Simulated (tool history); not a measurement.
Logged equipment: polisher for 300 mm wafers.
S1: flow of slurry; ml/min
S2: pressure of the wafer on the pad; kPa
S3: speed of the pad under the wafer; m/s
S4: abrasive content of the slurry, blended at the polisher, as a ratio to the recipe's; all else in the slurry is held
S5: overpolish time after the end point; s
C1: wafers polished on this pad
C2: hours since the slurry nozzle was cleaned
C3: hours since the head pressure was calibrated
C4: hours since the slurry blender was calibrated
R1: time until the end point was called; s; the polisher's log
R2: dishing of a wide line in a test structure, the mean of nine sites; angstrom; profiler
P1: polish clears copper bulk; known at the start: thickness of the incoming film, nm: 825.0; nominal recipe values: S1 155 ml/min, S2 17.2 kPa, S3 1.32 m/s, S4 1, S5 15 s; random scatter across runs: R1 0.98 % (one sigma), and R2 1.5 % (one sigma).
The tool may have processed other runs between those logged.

Run 1, day 0.308: S1 155 ml/min, S2 17.2 kPa, S3 1.32 m/s, S4 1, S5 15 s; C1 579; C2 369.4; C3 785; C4 57.5. Result: R1 67.262 s, R2 886.5 angstrom.
Run 2, day 0.825: S1 95 ml/min, S2 17.2 kPa, S3 1.32 m/s, S4 1, S5 15 s; C1 711; C2 381.8; C3 797.4; C4 69.9. Result: R1 77.005 s, R2 835.11 angstrom.
Run 3, day 1.108: S1 155 ml/min, S2 17.2 kPa, S3 1.32 m/s, S4 1, S5 22 s; C1 784; C2 388.6; C3 804.2; C4 76.7. Result: R1 68.029 s, R2 1099.7 angstrom.
Run 4, day 1.554: S1 155 ml/min, S2 17.2 kPa, S3 1.32 m/s, S4 1, S5 15 s; C1 898; C2 399.3; C3 814.9; C4 87.4. Result: R1 68.086 s, R2 889.78 angstrom.
Run 5, day 1.962: S1 155 ml/min, S2 9 kPa, S3 1.32 m/s, S4 1, S5 15 s; C1 1002; C2 409.1; C3 824.7; C4 97.2. Result: R1 130.31 s, R2 543.05 angstrom.
Run 6, day 2.446: S1 155 ml/min, S2 17.2 kPa, S3 1.32 m/s, S4 0.75, S5 6 s; C1 1126; C2 420.7; C3 836.3; C4 108.8. Result: R1 72.75 s, R2 450.17 angstrom.
Run 7, day 2.804: S1 155 ml/min, S2 17.2 kPa, S3 1.82 m/s, S4 1, S5 15 s; C1 1218; C2 429.3; C3 844.9; C4 117.4. Result: R1 49.885 s, R2 1088 angstrom.
Run 8, day 3.088: S1 155 ml/min, S2 23.4 kPa, S3 1.32 m/s, S4 1, S5 15 s; C1 1290; C2 436.1; C3 851.7; C4 124.2. Result: R1 50.002 s, R2 1127.8 angstrom.
Run 9, day 3.5: S1 230 ml/min, S2 17.2 kPa, S3 1.32 m/s, S4 1, S5 15 s; C1 1396; C2 446; C3 861.6; C4 134.1. Result: R1 64.273 s, R2 970.04 angstrom.
Run 10, day 3.946: S1 155 ml/min, S2 17.2 kPa, S3 0.9 m/s, S4 0.7, S5 15 s; C1 1510; C2 456.7; C3 872.3; C4 144.8. Result: R1 108.33 s, R2 686 angstrom.
Run 11, day 4.171: S1 155 ml/min, S2 17.2 kPa, S3 1.32 m/s, S4 0.7, S5 15 s; C1 1567; C2 462.1; C3 877.7; C4 150.2. Result: R1 73.011 s, R2 867.04 angstrom.
Run 12, day 4.583: S1 155 ml/min, S2 17.2 kPa, S3 1.32 m/s, S4 1, S5 4 s; C1 1673; C2 472; C3 887.6; C4 160.1. Result: R1 68.408 s, R2 338.86 angstrom.
Run 13, day 4.892: S1 115 ml/min, S2 17.2 kPa, S3 1.32 m/s, S4 1.3, S5 15 s; C1 1752; C2 479.4; C3 895; C4 167.5. Result: R1 67.364 s, R2 916.3 angstrom.
At day 4.996: head pressure recalibrated.
Run 14, day 5.3: S1 155 ml/min, S2 17.2 kPa, S3 1.32 m/s, S4 1.45, S5 15 s; C1 1857; C2 489.2; C3 7.3; C4 177.3. Result: R1 64.388 s, R2 958.58 angstrom.
Run 15, day 5.554: S1 155 ml/min, S2 17.2 kPa, S3 1.32 m/s, S4 1, S5 15 s; C1 1922; C2 495.3; C3 13.4; C4 183.4. Result: R1 68.538 s, R2 919.83 angstrom.
Run 16, day 5.846: S1 155 ml/min, S2 17.2 kPa, S3 1.32 m/s, S4 1, S5 15 s; C1 1996; C2 502.3; C3 20.4; C4 190.4. Result: R1 67.891 s, R2 913.5 angstrom.
Run 17, day 6.317: S1 155 ml/min, S2 17.2 kPa, S3 0.72 m/s, S4 1, S5 15 s; C1 2117; C2 513.6; C3 31.7; C4 201.7. Result: R1 127.12 s, R2 615.64 angstrom.
Run 18, day 6.567: S1 155 ml/min, S2 17.2 kPa, S3 1.32 m/s, S4 1, S5 15 s; C1 2181; C2 519.6; C3 37.7; C4 207.7. Result: R1 68.199 s, R2 914.64 angstrom.
Run 19, day 6.85: S1 155 ml/min, S2 17.2 kPa, S3 1.32 m/s, S4 1, S5 15 s; C1 2253; C2 526.4; C3 44.5; C4 214.5. Result: R1 68.318 s, R2 907.81 angstrom.
Run 20, day 7.183: S1 155 ml/min, S2 17.2 kPa, S3 1.32 m/s, S4 1, S5 15 s; C1 2339; C2 534.4; C3 52.5; C4 222.5. Result: R1 70.605 s, R2 910.33 angstrom.
Run 21, day 7.417: S1 155 ml/min, S2 17.2 kPa, S3 1.32 m/s, S4 1, S5 15 s; C1 2398; C2 540; C3 58.1; C4 228.1. Result: R1 71.32 s, R2 870.27 angstrom.
Run 22, day 7.846: S1 155 ml/min, S2 17.2 kPa, S3 1.32 m/s, S4 1, S5 15 s; C1 2508; C2 550.3; C3 68.4; C4 238.4. Result: R1 73.169 s, R2 887.5 angstrom.
At day 8.1: head pressure recalibrated.
Run 23, day 8.271: S1 155 ml/min, S2 17.2 kPa, S3 1.32 m/s, S4 1, S5 15 s; C1 2617; C2 560.5; C3 4.1; C4 248.6. Result: R1 72.12 s, R2 881.36 angstrom.
At day 8.446: worn pad replaced by a new one.
Run 24, day 8.55: S1 155 ml/min, S2 17.2 kPa, S3 1.32 m/s, S4 1, S5 15 s; C1 26; C2 567.2; C3 10.8; C4 255.3. Result: R1 73.119 s, R2 891.06 angstrom.
Run 25, day 8.846: S1 155 ml/min, S2 17.2 kPa, S3 1.32 m/s, S4 1, S5 15 s; C1 102; C2 574.3; C3 17.9; C4 262.4. Result: R1 74.016 s, R2 877.2 angstrom.

For run 26, what comes out?
Run 26, day 9.354: S1 155 ml/min, S2 17.2 kPa, S3 1.32 m/s, S4 1, S5 15 s; C1 232; C2 586.5; C3 30.1; C4 274.6. Result: R1 ?, R2 ?.

R1: 72.709 s
R2: 881.21 angstrom
